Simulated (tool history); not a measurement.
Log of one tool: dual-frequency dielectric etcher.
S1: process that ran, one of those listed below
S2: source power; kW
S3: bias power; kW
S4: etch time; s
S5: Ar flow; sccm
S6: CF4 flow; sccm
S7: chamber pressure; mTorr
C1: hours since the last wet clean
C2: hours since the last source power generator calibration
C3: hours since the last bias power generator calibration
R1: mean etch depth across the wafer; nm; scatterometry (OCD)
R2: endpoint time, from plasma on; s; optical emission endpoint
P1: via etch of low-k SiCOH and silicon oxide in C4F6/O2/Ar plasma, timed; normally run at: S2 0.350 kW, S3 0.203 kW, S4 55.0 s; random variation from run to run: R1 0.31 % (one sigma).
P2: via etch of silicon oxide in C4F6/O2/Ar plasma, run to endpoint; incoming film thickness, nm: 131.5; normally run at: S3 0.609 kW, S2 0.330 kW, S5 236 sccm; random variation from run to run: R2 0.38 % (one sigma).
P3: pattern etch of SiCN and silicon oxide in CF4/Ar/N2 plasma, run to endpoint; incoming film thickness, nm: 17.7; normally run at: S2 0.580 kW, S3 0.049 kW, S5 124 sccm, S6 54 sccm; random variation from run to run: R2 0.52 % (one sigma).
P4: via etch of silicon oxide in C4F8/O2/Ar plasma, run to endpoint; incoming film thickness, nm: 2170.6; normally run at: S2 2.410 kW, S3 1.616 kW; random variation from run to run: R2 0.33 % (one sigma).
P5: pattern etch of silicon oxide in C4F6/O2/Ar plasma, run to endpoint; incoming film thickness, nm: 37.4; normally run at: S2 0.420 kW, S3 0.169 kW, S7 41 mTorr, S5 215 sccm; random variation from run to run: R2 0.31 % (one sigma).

run     day  S1     S2     S3    S4   S5  S6  S7     C1      C2     C3       R1       R2
  1   0.350  P1  0.350  0.203  55.0               295.9   878.2  548.7  138.320
  2   0.662  P2  0.330  0.609        236          303.4   885.7  556.2            28.447
  3   0.896  P1  0.420  0.203  55.0               309.0   891.3  561.8  148.240
  4   1.350  P1  0.350  0.286  55.0               319.9   902.2  572.7  155.880
  5   1.825  P3  0.580  0.049        124  54      331.3   913.6  584.1            19.309
  6   2.104  P1  0.350  0.130  55.0               338.0   920.3  590.8  120.700
  7   2.546  P4  2.410  2.277                     348.6   930.9  601.4           388.550
  8   3.004  P3  0.580  0.032        124  54      359.6   941.9  612.4            22.215
  9   3.279  P2  0.330  0.758        236          366.2   948.5  619.0            26.005
 10   3.667  P1  0.350  0.203  55.0               375.5   957.8  628.3  138.540
 11   4.100  P5  0.420  0.169        215      41  385.9   968.2  638.7            11.576
 12   4.400  P3  0.580  0.049         78  54      393.1   975.4  645.9            17.862
 13   4.721  P1  0.440  0.203  30.5               400.8   983.1  653.6   84.026
 14   5.167  P5  0.420  0.169        215      52  411.5   993.8  664.3            11.901
 15   5.654  P2  0.330  0.609        309          423.2  1005.5  676.0            29.153
 16   6.075  P5  0.420  0.113        215      41  433.3  1015.6  686.1            13.061
 17   6.362  P1  0.350  0.203  73.5               440.2  1022.5  693.0  185.260
 18   6.629  P4  2.410  1.616                     446.6  1028.9  699.4           428.630
 19   6.996  P5  0.420  0.169        215      41  455.4  1037.7  708.2            11.657
 20   7.350  P1  0.350  0.203  55.0               463.9  1046.2  716.7  138.890
 21   7.762  P1  0.210  0.203  33.5               473.8  1056.1  726.6   69.517
 22   8.242  P3  0.580  0.049        124  69      485.3  1067.6  738.1            18.391
 23   8.492  P5  0.300  0.169        215      41  491.3  1073.6  744.1            13.264
 24   8.792  P3  0.580  0.049        124  54      498.5  1080.8  751.3            19.494
 25   9.067  P5  0.420  0.169        302      41  505.1  1087.4  757.9            12.043
 26   9.288  P1  0.350  0.203  39.5               510.4  1092.7  763.2   99.830
 27   9.708  P1  0.350  0.203  55.0               520.5  1102.8  773.3  137.830
 28  10.142  P3  0.780  0.049        124  54      530.9  1113.2  783.7            14.992
 29  10.462  P2  0.420  0.609        236          538.6  1120.9  791.4            25.850
 30  10.717  P1  0.250  0.203  55.0               544.7  1127.0  797.5  121.450
 31  11.183  P4  1.480  1.616                     555.9  1138.2  808.7           524.450
 32  11.467  P1  0.350  0.203  55.0               562.7  1145.0  815.5  138.680
 33  11.771  P2  0.330  0.609        236          570.0  1152.3  822.8            28.370
 34  12.221  P1  0.350  0.203  55.0               580.8  1163.1  833.6  138.260
 35  12.521  P1  0.350  0.203  55.0               588.0  1170.3  840.8  138.610
 36  12.862  P1  0.350  0.203  55.0               596.2  1178.5  849.0  139.930
 37  13.079  P1  0.350  0.203  55.0               601.4  1183.7  854.2  139.840
 38  13.579  P1  0.350  0.203  55.0               613.4  1195.7  866.2  140.500
 39  13.817  P1  0.350  0.203  55.0               619.1  1201.4  871.9  140.700
 40  14.125  P1  0.350  0.203  55.0               626.5  1208.8  879.3  140.900
 41  14.517  P1  0.350  0.203  55.0               635.9  1218.2  888.7  139.800
     14.554  -- wet clean of the chamber
 42  15.012  P1  0.350  0.203  55.0                11.0  1230.1  900.6  141.210
 43  15.412  P1  0.350  0.203  55.0                20.6  1239.7  910.2  141.820

What P1 gives has crept away from where it was. These 2 causes fit the log equally well, each at the size given:
A: bias power that arrives over what is set, % = 4.84
B: source power that arrives over what is set, % = 4.11
The creep began at about day 12.221.
Why every other cause is out:
chamber walls in a state that raises the etch rate, %: serviced at day 14.554, which brought nothing back

4 check runs are offered, each on 3 wafers whose results are averaged, their results left as question marks. Which one tells the causes apart?
check 1  15.812  P5  0.340  0.143      215      41                   ?
check 2  15.812  P2  0.410  0.609      236                           ?
check 3  15.812  P4  1.690  2.195                                    ?
check 4  15.812  P3  0.660  0.037      124  54                       ?

What each check would give under each cause:
  check  result     if A     if B
check 1      R2   13.062   13.044
check 2      R2   25.675   25.763
check 3      R2  448.570  447.710
check 4      R2   18.597   18.197
How far apart the two closest causes lie, in the result that separates them most: check 1 0.14 %; check 2 0.35 %; check 3 0.19 %; check 4 2.18 %
Only check 4 tells the causes apart: in the others they would give nearly the same result.

Then check 4 was run and gave: R2 18.523 s. Which cause is it?

It is A: bias power that arrives over what is set, %.
